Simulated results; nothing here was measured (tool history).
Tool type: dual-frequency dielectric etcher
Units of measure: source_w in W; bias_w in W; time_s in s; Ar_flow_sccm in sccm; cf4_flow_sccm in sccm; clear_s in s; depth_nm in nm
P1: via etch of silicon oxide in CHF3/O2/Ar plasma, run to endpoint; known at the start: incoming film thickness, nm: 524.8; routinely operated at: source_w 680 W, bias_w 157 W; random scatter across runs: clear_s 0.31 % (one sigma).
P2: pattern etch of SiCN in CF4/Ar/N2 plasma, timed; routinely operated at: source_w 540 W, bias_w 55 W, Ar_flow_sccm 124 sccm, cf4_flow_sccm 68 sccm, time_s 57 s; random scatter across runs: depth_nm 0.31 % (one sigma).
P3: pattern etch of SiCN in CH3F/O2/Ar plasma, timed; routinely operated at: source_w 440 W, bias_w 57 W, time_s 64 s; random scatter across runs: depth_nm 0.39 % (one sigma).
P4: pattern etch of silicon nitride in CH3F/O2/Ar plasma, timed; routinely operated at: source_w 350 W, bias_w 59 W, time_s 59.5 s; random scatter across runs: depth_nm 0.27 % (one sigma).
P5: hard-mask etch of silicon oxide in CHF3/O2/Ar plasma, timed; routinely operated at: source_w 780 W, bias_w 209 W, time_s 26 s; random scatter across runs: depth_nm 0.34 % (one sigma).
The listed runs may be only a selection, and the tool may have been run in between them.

| run | hour | process | source_w | bias_w | time_s | Ar_flow_sccm | cf4_flow_sccm | hours since the last wet clean | hours since the last source power generator calibration | hours since the last bias power generator calibration | clear_s | depth_nm |
|---|---|---|---|---|---|---|---|---|---|---|---|---|
| 1 | 7.4 | P1 | 680 | 157 |  |  |  | 246.2 | 1146.1 | 1561.1 | 262.37 |  |
| 2 | 11.4 | P5 | 780 | 209 | 38 |  |  | 250.2 | 1150.1 | 1565.1 |  | 85.318 |
| 3 | 15.4 | P4 | 350 | 80 | 59.5 |  |  | 254.2 | 1154.1 | 1569.1 |  | 40.616 |
| 4 | 19.8 | P4 | 350 | 59 | 59.5 |  |  | 258.6 | 1158.5 | 1573.5 |  | 36.785 |
| 5 | 24.1 | P1 | 680 | 157 |  |  |  | 262.9 | 1162.8 | 1577.8 | 262.59 |  |
| 6 | 28.5 | P2 | 540 | 55 | 57 | 124 | 45 | 267.3 | 1167.2 | 1582.2 |  | 46.302 |
| 7 | 32.2 | P2 | 540 | 55 | 57 | 73 | 68 | 271 | 1170.9 | 1585.9 |  | 54.674 |
| 8 | 36.8 | P4 | 350 | 59 | 43.5 |  |  | 275.6 | 1175.5 | 1590.5 |  | 26.877 |
|  | 38.8 | source power generator calibrated |
| 9 | 43.6 | P1 | 680 | 124 |  |  |  | 282.4 | 4.9 | 1597.3 | 282.51 |  |
| 10 | 48.2 | P2 | 540 | 55 | 41.5 | 124 | 68 | 287 | 9.5 | 1601.9 |  | 36.235 |
| 11 | 53.6 | P2 | 350 | 55 | 57 | 124 | 68 | 292.4 | 14.9 | 1607.3 |  | 34.226 |
| 12 | 60.1 | P4 | 210 | 59 | 59.5 |  |  | 298.9 | 21.4 | 1613.8 |  | 30.245 |
| 13 | 65.9 | P2 | 540 | 55 | 57 | 124 | 68 | 304.7 | 27.2 | 1619.6 |  | 49.978 |
| 14 | 72.6 | P1 | 680 | 157 |  |  |  | 311.4 | 33.9 | 1626.3 | 261.8 |  |
| 15 | 79.5 | P5 | 780 | 282 | 26 |  |  | 318.3 | 40.8 | 1633.2 |  | 65.67 |
| 16 | 83.5 | P5 | 780 | 209 | 26 |  |  | 322.3 | 44.8 | 1637.2 |  | 58.578 |
| 17 | 87.2 | P1 | 440 | 157 |  |  |  | 326 | 48.5 | 1640.9 | 311.53 |  |
| 18 | 90.6 | P1 | 680 | 212 |  |  |  | 329.4 | 51.9 | 1644.3 | 237.47 |  |
| 19 | 94.1 | P3 | 440 | 57 | 40.5 |  |  | 332.9 | 55.4 | 1647.8 |  | 14.488 |
| 20 | 101 | P1 | 900 | 102 |  |  |  | 339.8 | 62.3 | 1654.7 | 265.99 |  |
| 21 | 105.6 | P3 | 440 | 37 | 64 |  |  | 344.4 | 66.9 | 1659.3 |  | 20.033 |
| 22 | 112.6 | P1 | 680 | 157 |  |  |  | 351.4 | 73.9 | 1666.3 | 262.1 |  |
| 23 | 118.1 | P5 | 550 | 209 | 26 |  |  | 356.9 | 79.4 | 1671.8 |  | 51.536 |
| 24 | 122.3 | P3 | 580 | 57 | 64 |  |  | 361.1 | 83.6 | 1676 |  | 25.29 |
| 25 | 128.7 | P2 | 540 | 68 | 57 | 124 | 68 | 367.5 | 90 | 1682.4 |  | 53.724 |
| 26 | 132.2 | P1 | 680 | 157 |  |  |  | 371 | 93.5 | 1685.9 | 260.14 |  |
| 27 | 137.2 | P1 | 860 | 157 |  |  |  | 376 | 98.5 | 1690.9 | 239.1 |  |
| 28 | 143.7 | P3 | 440 | 57 | 64 |  |  | 382.5 | 105 | 1697.4 |  | 22.639 |
| 29 | 151.3 | P1 | 680 | 157 |  |  |  | 390.1 | 112.6 | 1705 | 260.83 |  |
| 30 | 157.2 | P1 | 680 | 157 |  |  |  | 396 | 118.5 | 1710.9 | 260.86 |  |
| 31 | 164.2 | P1 | 680 | 157 |  |  |  | 403 | 125.5 | 1717.9 | 258.09 |  |
| 32 | 170.2 | P1 | 680 | 157 |  |  |  | 409 | 131.5 | 1723.9 | 260.05 |  |
| 33 | 176.6 | P1 | 680 | 157 |  |  |  | 415.4 | 137.9 | 1730.3 | 258.11 |  |
| 34 | 183.4 | P1 | 680 | 157 |  |  |  | 422.2 | 144.7 | 1737.1 | 258.07 |  |
| 35 | 187.6 | P1 | 680 | 157 |  |  |  | 426.4 | 148.9 | 1741.3 | 256.05 |  |
|  | 191.5 | wet clean of the chamber |
| 36 | 191.6 | P1 | 680 | 157 |  |  |  | 0.1 | 152.9 | 1745.3 | 258.83 |  |
| 37 | 197 | P1 | 680 | 157 |  |  |  | 5.5 | 158.3 | 1750.7 | 258.58 |  |
| 38 | 203.3 | P1 | 680 | 157 |  |  |  | 11.8 | 164.6 | 1757 | 257.53 |  |
| 39 | 208.8 | P1 | 680 | 157 |  |  |  | 17.3 | 170.1 | 1762.5 | 257.12 |  |
| 40 | 216 | P1 | 680 | 157 |  |  |  | 24.5 | 177.3 | 1769.7 | 257.58 |  |

The output of P1 has drifted from where it used to be. Each of the 2 causes below, taken at the size shown beside it, accounts for the log equally well:
A: source power that arrives over what is set, % = 4.08
B: bias power that arrives over what is set, % = 4.87
Onset of the creep was near hour 151.3.
Excluded causes, each with its reason:
chamber walls in a state that raises the etch rate, %: maintenance at hour 191.5, after the shift began, did not return the process to its former output

Each of the check runs listed below is run on 2 wafers and reports their average, with the results left as question marks. Pick the one under which the possible causes would lead to clearly different results.
| check 1 | 223.2 | P3 | 520 | 43 | 64 |  |  |  |  |  |  | ? |
| check 2 | 223.2 | P5 | 640 | 278 | 26 |  |  |  |  |  |  | ? |
| check 3 | 223.2 | P2 | 390 | 55 | 57 | 79 | 68 |  |  |  |  | ? |
| check 4 | 223.2 | P4 | 350 | 72 | 59.5 |  |  |  |  |  |  | ? |

Predicted outcomes, by check and by cause:
| check | result | if A | if B |
|---|---|---|---|
| check 1 | depth_nm | 22.661 | 22.632 |
| check 2 | depth_nm | 61.297 | 61.44 |
| check 3 | depth_nm | 41.916 | 41.078 |
| check 4 | depth_nm | 39.911 | 39.967 |
Separation of the two closest causes in each check, using whichever result separates them best: check 1 0.13 %; check 2 0.23 %; check 3 2.02 %; check 4 0.14 %
The other checks would show nearly matching results whichever cause is true, so check 3 is the only one that separates the causes.

The results of check 3 are: depth_nm 41.063 nm. Based on these, which of the listed causes is it?

It is B: bias power that arrives over what is set, %.

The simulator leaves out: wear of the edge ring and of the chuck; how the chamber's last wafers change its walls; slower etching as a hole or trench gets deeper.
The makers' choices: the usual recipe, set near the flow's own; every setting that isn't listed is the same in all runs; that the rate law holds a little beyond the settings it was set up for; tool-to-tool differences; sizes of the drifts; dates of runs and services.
